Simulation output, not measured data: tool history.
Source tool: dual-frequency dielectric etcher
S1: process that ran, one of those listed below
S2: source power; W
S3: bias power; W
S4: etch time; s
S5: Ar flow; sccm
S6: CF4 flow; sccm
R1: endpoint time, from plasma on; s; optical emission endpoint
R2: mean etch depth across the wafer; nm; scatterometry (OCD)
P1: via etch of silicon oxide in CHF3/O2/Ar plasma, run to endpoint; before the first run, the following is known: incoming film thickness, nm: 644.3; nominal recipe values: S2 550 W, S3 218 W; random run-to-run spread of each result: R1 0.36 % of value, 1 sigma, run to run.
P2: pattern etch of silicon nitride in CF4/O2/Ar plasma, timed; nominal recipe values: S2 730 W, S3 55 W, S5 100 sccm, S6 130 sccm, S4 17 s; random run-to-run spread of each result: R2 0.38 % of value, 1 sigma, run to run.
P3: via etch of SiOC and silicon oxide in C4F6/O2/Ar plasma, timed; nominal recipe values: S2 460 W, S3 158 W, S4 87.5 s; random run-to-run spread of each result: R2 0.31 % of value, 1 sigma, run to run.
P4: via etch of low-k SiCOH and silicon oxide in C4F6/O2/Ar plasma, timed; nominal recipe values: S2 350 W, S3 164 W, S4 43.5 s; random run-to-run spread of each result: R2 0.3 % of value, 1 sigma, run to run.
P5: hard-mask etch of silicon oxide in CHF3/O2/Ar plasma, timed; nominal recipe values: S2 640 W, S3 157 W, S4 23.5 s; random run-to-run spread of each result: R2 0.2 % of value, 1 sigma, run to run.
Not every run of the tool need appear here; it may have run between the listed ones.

| run | hour | S1 | S2 | S3 | S4 | S5 | S6 | R1 | R2 |
|---|---|---|---|---|---|---|---|---|---|
| 1 | 4 | P1 | 550 | 218 |  |  |  | 314.44 |  |
| 2 | 11.5 | P1 | 550 | 218 |  |  |  | 313.71 |  |
| 3 | 15.5 | P3 | 460 | 158 | 113.5 |  |  |  | 130.54 |
| 4 | 22.6 | P1 | 550 | 218 |  |  |  | 314.12 |  |
| 5 | 26.6 | P2 | 730 | 55 | 17 | 100 | 130 |  | 48.455 |
| 6 | 31.4 | P2 | 730 | 55 | 21.5 | 100 | 130 |  | 61.645 |
| 7 | 35 | P2 | 460 | 55 | 17 | 100 | 130 |  | 32.24 |
| 8 | 42.2 | P4 | 350 | 164 | 26.5 |  |  |  | 56.333 |
| 9 | 46.1 | P1 | 420 | 218 |  |  |  | 349.33 |  |
| 10 | 53.6 | P2 | 730 | 55 | 17 | 100 | 130 |  | 48.246 |
| 11 | 59.9 | P2 | 730 | 55 | 17 | 137 | 130 |  | 46.899 |
| 12 | 65.2 | P3 | 460 | 158 | 87.5 |  |  |  | 100.83 |
| 13 | 70.1 | P2 | 730 | 77 | 17 | 100 | 130 |  | 55.343 |
| 14 | 74.5 | P1 | 430 | 135 |  |  |  | 405.56 |  |
| 15 | 80.2 | P4 | 350 | 100 | 43.5 |  |  |  | 79.973 |
| 16 | 85.6 | P1 | 550 | 218 |  |  |  | 313.4 |  |
| 17 | 90.9 | P1 | 750 | 159 |  |  |  | 309.91 |  |
| 18 | 96.7 | P5 | 860 | 157 | 23.5 |  |  |  | 49.898 |
| 19 | 102.1 | P1 | 660 | 218 |  |  |  | 291.46 |  |
| 20 | 105.8 | P4 | 350 | 164 | 43.5 |  |  |  | 92.714 |
|  | 106.5 | bias power generator calibrated |
| 21 | 111.2 | P1 | 550 | 299 |  |  |  | 278.22 |  |
| 22 | 115.1 | P1 | 550 | 218 |  |  |  | 312.92 |  |
| 23 | 121.5 | P1 | 550 | 145 |  |  |  | 357.93 |  |
| 24 | 128 | P3 | 460 | 92 | 87.5 |  |  |  | 86.249 |
| 25 | 132.4 | P5 | 640 | 157 | 13.5 |  |  |  | 25.622 |
| 26 | 137.9 | P5 | 640 | 218 | 23.5 |  |  |  | 49.686 |
| 27 | 144.5 | P4 | 210 | 164 | 43.5 |  |  |  | 75.355 |

For run 28, what comes out?
| 28 | 149.8 | P3 | 630 | 158 | 87.5 |  |  |  | ? |

R2: 114.05 nm
